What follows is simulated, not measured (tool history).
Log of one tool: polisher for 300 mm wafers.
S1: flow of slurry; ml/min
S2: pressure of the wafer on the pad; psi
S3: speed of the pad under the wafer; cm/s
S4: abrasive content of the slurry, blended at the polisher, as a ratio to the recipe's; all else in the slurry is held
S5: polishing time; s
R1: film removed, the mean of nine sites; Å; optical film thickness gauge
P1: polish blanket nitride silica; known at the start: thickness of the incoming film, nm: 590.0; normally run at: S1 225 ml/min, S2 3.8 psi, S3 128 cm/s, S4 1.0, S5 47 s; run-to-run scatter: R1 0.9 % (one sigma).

run	hour	S1	S2	S3	S4	S5	R1
1	7.2	225	3.8	128	1.0	47	396.90
2	12.7	225	3.8	128	0.5	47	276.04
3	19.6	150	3.8	128	1.0	47	370.84
4	25.6	225	3.8	128	1.0	63	523.29
5	31.4	225	3.8	128	1.0	47	397.32
6	39.7	225	3.8	128	1.0	47	394.46
7	46.2	225	1.8	128	1.0	47	188.17
8	51.8	225	3.8	128	1.0	47	394.13
9	59.7	305	3.8	128	1.0	47	411.47
10	71.3	225	3.8	202	1.0	47	569.32
11	79.4	225	3.8	192	1.0	22	256.77
12	90.4	225	3.8	70	1.0	72	378.64
13	102.4	225	3.8	128	1.0	28	236.02
14	111.7	225	4.8	128	1.0	47	498.97
15	117.1	225	3.8	92	1.0	47	301.01
16	125.8	225	3.8	128	1.0	47	391.62
17	136.3	225	3.8	128	1.0	47	394.30
18	147.6	225	3.8	128	1.3	47	442.85
19	153.6	225	3.8	128	1.0	47	396.58
20	161.3	225	3.8	128	1.0	47	390.41
21	170.1	225	3.8	128	1.0	47	373.84
22	178.4	225	3.8	128	1.0	47	370.93
23	186.3	225	3.8	128	1.0	47	363.41
24	194.8	225	3.8	128	1.0	47	363.28
# hour 197.0: head pressure recalibrated
# hour 199.3: slurry nozzle cleaned
# hour 199.5: conditioning disc replaced and pad reconditioned
25	200.9	225	3.8	128	1.0	47	357.62
26	212.8	225	3.8	128	1.0	47	355.84
27	224.6	225	3.8	128	1.0	47	360.41

The next listed run, before its measurement:
28	231.0	225	3.8	128	1.0	47	?

R1: 357.74 Å
